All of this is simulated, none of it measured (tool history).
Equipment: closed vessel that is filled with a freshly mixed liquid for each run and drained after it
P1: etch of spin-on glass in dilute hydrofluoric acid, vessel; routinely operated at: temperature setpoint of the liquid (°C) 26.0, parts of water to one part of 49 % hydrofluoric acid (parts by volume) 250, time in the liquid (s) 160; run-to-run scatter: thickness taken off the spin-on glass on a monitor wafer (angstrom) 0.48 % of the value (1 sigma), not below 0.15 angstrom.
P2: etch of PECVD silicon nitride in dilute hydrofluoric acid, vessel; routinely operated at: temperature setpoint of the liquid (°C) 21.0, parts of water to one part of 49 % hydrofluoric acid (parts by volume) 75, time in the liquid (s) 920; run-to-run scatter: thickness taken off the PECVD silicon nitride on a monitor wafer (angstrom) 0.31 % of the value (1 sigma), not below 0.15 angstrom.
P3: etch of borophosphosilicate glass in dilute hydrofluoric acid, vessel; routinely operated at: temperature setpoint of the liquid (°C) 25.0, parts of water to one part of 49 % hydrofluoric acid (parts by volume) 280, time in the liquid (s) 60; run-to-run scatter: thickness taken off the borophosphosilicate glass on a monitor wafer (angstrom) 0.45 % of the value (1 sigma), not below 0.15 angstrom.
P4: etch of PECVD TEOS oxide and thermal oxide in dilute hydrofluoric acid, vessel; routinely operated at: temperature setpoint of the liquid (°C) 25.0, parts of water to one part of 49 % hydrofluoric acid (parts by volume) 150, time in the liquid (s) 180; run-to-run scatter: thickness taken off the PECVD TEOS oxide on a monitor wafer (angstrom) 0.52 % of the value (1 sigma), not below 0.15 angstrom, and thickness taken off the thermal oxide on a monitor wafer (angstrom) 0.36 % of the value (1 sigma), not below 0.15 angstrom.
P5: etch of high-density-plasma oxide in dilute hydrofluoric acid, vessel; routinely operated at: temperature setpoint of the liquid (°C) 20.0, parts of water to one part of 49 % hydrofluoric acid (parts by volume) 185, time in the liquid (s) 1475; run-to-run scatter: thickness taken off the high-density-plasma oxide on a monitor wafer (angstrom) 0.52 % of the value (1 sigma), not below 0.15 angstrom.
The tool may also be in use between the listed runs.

run   hour  process that ran  temperature setpoint of the liquid (°C)  parts of water to one part of 49 % hydrofluoric acid (parts by volume)  time in the liquid (s)  hours since the thermometer was replaced  hours since the hydrofluoric acid flow meter was replaced  thickness taken off the spin-on glass on a monitor wafer (angstrom)  thickness taken off the PECVD silicon nitride on a monitor wafer (angstrom)  thickness taken off the borophosphosilicate glass on a monitor wafer (angstrom)  thickness taken off the PECVD TEOS oxide on a monitor wafer (angstrom)  thickness taken off the thermal oxide on a monitor wafer (angstrom)  thickness taken off the high-density-plasma oxide on a monitor wafer (angstrom)
  1    9.8                P1                                     26.0                                                                     250                     160                                      64.7                                                      932.8                                                              244.950
  2   18.4                P1                                     26.0                                                                     250                     160                                      73.3                                                      941.4                                                              245.180
  3   27.9                P2                                     21.0                                                                      75                    1380                                      82.8                                                      950.9                                                                                                                                            791.55
  4   34.5                P3                                     25.0                                                                     280                      30                                      89.4                                                      957.5                                                                                                                                                                                                                             33.497
  5   39.7                P1                                     26.0                                                                     250                     160                                      94.6                                                      962.7                                                              242.850
  6   50.4                P3                                     21.0                                                                     280                      60                                     105.3                                                      973.4                                                                                                                                                                                                                             57.901
  7   57.1                P2                                     17.0                                                                      75                     920                                     112.0                                                      980.1                                                                                                                                            403.36
  8   64.4                P4                                     25.0                                                                     150                     180                                     119.3                                                      987.4                                                                                                                                                                                                                                                                                                    171.690                                                              54.0450
  9   75.7                P4                                     25.0                                                                      25                     180                                     130.6                                                      998.7                                                                                                                                                                                                                                                                                                   1204.300                                                             384.6100
 10   82.2                P1                                     19.5                                                                      50                     160                                     137.1                                                     1005.2                                                             1183.200
 11   88.4                P1                                     34.0                                                                     250                     160                                     143.3                                                     1011.4                                                              316.660
 12   94.7                P1                                     26.0                                                                     250                      85                                     149.6                                                     1017.7                                                              128.690
 13  106.1                P1                                     26.0                                                                     250                     160                                     161.0                                                     1029.1                                                              239.870
 14  113.1                P5                                     20.0                                                                     185                    1475                                     168.0                                                     1036.1                                                                                                                                                                                                                                                                                                                                                                                                                                                           437.12
 15  121.7                P1                                     21.5                                                                     250                     160                                     176.6                                                     1044.7                                                              206.190
 16  128.9                P3                                     25.0                                                                     280                      60                                     183.8                                                     1051.9                                                                                                                                                                                                                             67.273
 17  134.8                P2                                     21.0                                                                      75                     920                                     189.7                                                     1057.8                                                                                                                                            527.21
 18  141.6                P3                                     25.0                                                                     125                      60                                     196.5                                                     1064.6                                                                                                                                                                                                                            176.330
 19  147.0                P5                                     20.0                                                                     310                    1475                                     201.9                                                     1070.0                                                                                                                                                                                                                                                                                                                                                                                                                                                           231.81
 20  156.2                P1                                     26.0                                                                     110                     160                                     211.1                                                     1079.2                                                              658.930
     165.0  -- hydrofluoric acid flow meter replaced
 21  166.1                P5                                     20.0                                                                     185                    2755                                     221.0                                                        1.2                                                                                                                                                                                                                                                                                                                                                                                                                                                           809.42
 22  176.3                P1                                     26.0                                                                     250                     265                                     231.2                                                       11.4                                                              405.600
 23  181.6                P2                                     21.0                                                                     130                     920                                     236.5                                                       16.7                                                                                                                                            311.31
 24  188.6                P4                                     18.0                                                                     150                     180                                     243.5                                                       23.7                                                                                                                                                                                                                                                                                                    130.710                                                              41.2790
 25  199.5                P1                                     26.0                                                                     415                      30                                     254.4                                                       34.6                                                               23.137
 26  205.6                P5                                     20.0                                                                     185                    1475                                     260.5                                                       40.7                                                                                                                                                                                                                                                                                                                                                                                                                                                           433.91
 27  214.7                P1                                     26.0                                                                     250                     160                                     269.6                                                       49.8                                                              243.280
 28  224.4                P5                                     27.5                                                                     185                    1475                                     279.3                                                       59.5                                                                                                                                                                                                                                                                                                                                                                                                                                                           577.68
 29  234.0                P3                                     25.0                                                                     280                      60                                     288.9                                                       69.1                                                                                                                                                                                                                             66.552
 30  239.7                P1                                     26.0                                                                     360                     160                                     294.6                                                       74.8                                                              150.540
 31  246.1                P4                                     25.0                                                                     150                     180                                     301.0                                                       81.2                                                                                                                                                                                                                                                                                                    172.160                                                              54.7720
 32  255.6                P4                                     25.0                                                                     150                      30                                     310.5                                                       90.7                                                                                                                                                                                                                                                                                                     28.705                                                               9.3912
 33  262.8                P1                                     26.0                                                                     250                     160                                     317.7                                                       97.9                                                              243.600
 34  274.1                P1                                     26.0                                                                     250                     160                                     329.0                                                      109.2                                                              235.360
 35  279.3                P1                                     26.0                                                                     250                     160                                     334.2                                                      114.4                                                              231.970
 36  285.5                P1                                     26.0                                                                     250                     160                                     340.4                                                      120.6                                                              228.450
 37  295.4                P1                                     26.0                                                                     250                     160                                     350.3                                                      130.5                                                              227.970
 38  301.1                P1                                     26.0                                                                     250                     160                                     356.0                                                      136.2                                                              227.600

Expected results for the next run?
 39  308.2                P1                                     26.0                                                                     250                     160                                     363.1                                                      143.3                                                                    ?

Run 39 gave thickness taken off the spin-on glass on a monitor wafer (angstrom) 226.130.
